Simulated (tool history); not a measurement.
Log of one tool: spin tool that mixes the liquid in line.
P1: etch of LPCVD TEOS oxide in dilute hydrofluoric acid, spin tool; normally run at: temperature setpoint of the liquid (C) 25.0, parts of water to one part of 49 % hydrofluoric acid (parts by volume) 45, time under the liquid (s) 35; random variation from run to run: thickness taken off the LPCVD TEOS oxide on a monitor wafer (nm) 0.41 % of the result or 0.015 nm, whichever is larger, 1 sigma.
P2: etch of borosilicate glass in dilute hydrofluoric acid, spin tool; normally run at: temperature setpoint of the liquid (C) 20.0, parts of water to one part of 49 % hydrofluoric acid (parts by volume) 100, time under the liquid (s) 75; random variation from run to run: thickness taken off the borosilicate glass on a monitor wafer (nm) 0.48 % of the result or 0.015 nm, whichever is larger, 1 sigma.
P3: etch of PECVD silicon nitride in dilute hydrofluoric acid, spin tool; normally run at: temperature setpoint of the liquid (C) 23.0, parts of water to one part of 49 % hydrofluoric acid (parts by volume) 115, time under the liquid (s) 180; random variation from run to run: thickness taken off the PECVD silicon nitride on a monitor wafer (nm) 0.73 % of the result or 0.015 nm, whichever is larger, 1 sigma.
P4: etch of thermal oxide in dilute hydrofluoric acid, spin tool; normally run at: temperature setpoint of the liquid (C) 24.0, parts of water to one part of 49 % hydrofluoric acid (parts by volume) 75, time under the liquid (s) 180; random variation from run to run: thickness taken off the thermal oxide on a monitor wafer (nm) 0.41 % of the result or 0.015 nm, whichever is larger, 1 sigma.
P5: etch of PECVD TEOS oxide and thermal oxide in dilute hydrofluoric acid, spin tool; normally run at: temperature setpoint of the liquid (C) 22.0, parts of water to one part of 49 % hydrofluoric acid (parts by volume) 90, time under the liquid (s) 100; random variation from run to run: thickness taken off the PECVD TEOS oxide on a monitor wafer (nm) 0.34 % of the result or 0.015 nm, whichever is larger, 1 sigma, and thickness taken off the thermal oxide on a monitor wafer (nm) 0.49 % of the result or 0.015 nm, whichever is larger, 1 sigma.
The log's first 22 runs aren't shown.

run,hour,process that ran,temperature setpoint of the liquid (C),parts of water to one part of 49 % hydrofluoric acid (parts by volume),time under the liquid (s),hours since the thermometer was replaced,hours since the hydrofluoric acid flow meter was replaced,thickness taken off the LPCVD TEOS oxide on a monitor wafer (nm),thickness taken off the PECVD silicon nitride on a monitor wafer (nm),thickness taken off the PECVD TEOS oxide on a monitor wafer (nm),thickness taken off the thermal oxide on a monitor wafer (nm),thickness taken off the borosilicate glass on a monitor wafer (nm)
23,162.9,P5,22.0,125,100,1078.9,1017.8,,,8.8377,3.3380,
24,168.2,P1,25.0,45,35,1084.2,1023.1,48.924,,,,
25,175.8,P1,25.0,70,35,1091.8,1030.7,30.689,,,,
26,185.3,P5,22.0,90,100,1101.3,1040.2,,,12.7210,4.8963,
27,194.9,P2,20.0,55,75,1110.9,1049.8,,,,,42.816
28,201.3,P1,25.0,20,50,1117.3,1056.2,163.190,,,,
29,206.5,P3,23.0,115,310,1122.5,1061.4,,6.6564,,,
30,211.4,P2,20.0,100,75,1127.4,1066.3,,,,,22.208
31,216.2,P4,28.0,75,180,1132.2,1071.1,,,,14.2980,
32,225.9,P1,25.0,45,35,1141.9,1080.8,49.299,,,,
33,231.5,P1,25.0,45,35,1147.5,1086.4,47.819,,,,
34,241.0,P1,25.0,45,35,1157.0,1095.9,46.715,,,,
35,248.6,P1,25.0,45,35,1164.6,1103.5,46.176,,,,

Run 36 comes next. What will it give?
36,256.6,P1,25.0,45,35,1172.6,1111.5,?,,,,

Run 36 gave thickness taken off the LPCVD TEOS oxide on a monitor wafer (nm) 46.229.
